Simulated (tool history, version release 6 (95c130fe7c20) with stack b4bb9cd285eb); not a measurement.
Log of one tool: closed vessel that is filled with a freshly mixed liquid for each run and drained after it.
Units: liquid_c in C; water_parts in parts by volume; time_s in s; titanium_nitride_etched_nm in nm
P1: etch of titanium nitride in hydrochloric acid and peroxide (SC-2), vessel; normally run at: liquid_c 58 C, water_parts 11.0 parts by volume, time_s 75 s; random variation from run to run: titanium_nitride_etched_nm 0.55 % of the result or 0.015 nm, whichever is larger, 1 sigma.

run   hour  liquid_c  water_parts  time_s  hours since the thermometer was replaced  hours since the chemicals flow meter was replaced  hours since the drum of peroxide was connected  titanium_nitride_etched_nm
  1    8.3        58         11.0      75                                    1391.5                                              272.8                                           648.4                      4.6186
  2   15.5        58         11.0     115                                    1398.7                                              280.0                                           655.6                      7.1654
  3   22.7        58         11.0      30                                    1405.9                                              287.2                                           662.8                      1.8376
  4   33.4        58         17.0      30                                    1416.6                                              297.9                                           673.5                      1.2928
  5   42.0        72         11.0      75                                    1425.2                                              306.5                                           682.1                     10.9220
  6   51.6        58         18.5      75                                    1434.8                                              316.1                                           691.7                      2.9533
  7   61.1        58         11.0      75                                    1444.3                                              325.6                                           701.2                      4.6915
  8   67.2        58         11.0      75                                    1450.4                                              331.7                                           707.3                      4.6601
  9   72.3        58          4.0      30                                    1455.5                                              336.8                                           712.4                      3.9986
 10   83.9        42         11.0      75                                    1467.1                                              348.4                                           724.0                      1.5899
 11   92.0        58          4.0      75                                    1475.2                                              356.5                                           732.1                     10.0580
 12  100.8        58         11.0      75                                    1484.0                                              365.3                                           740.9                      4.6692
 13  107.8        58         11.0      75                                    1491.0                                              372.3                                           747.9                      4.6286
 14  118.0        58         11.0      75                                    1501.2                                              382.5                                           758.1                      4.8795
 15  126.9        58         11.0      75                                    1510.1                                              391.4                                           767.0                      4.9484
 16  132.4        58         11.0      75                                    1515.6                                              396.9                                           772.5                      5.0635
 17  139.9        58         11.0      75                                    1523.1                                              404.4                                           780.0                      5.1055

The next listed run, before its measurement:
 18  150.3        58         11.0      75                                    1533.5                                              414.8                                           790.4                           ?

titanium_nitride_etched_nm: 5.0506 nm
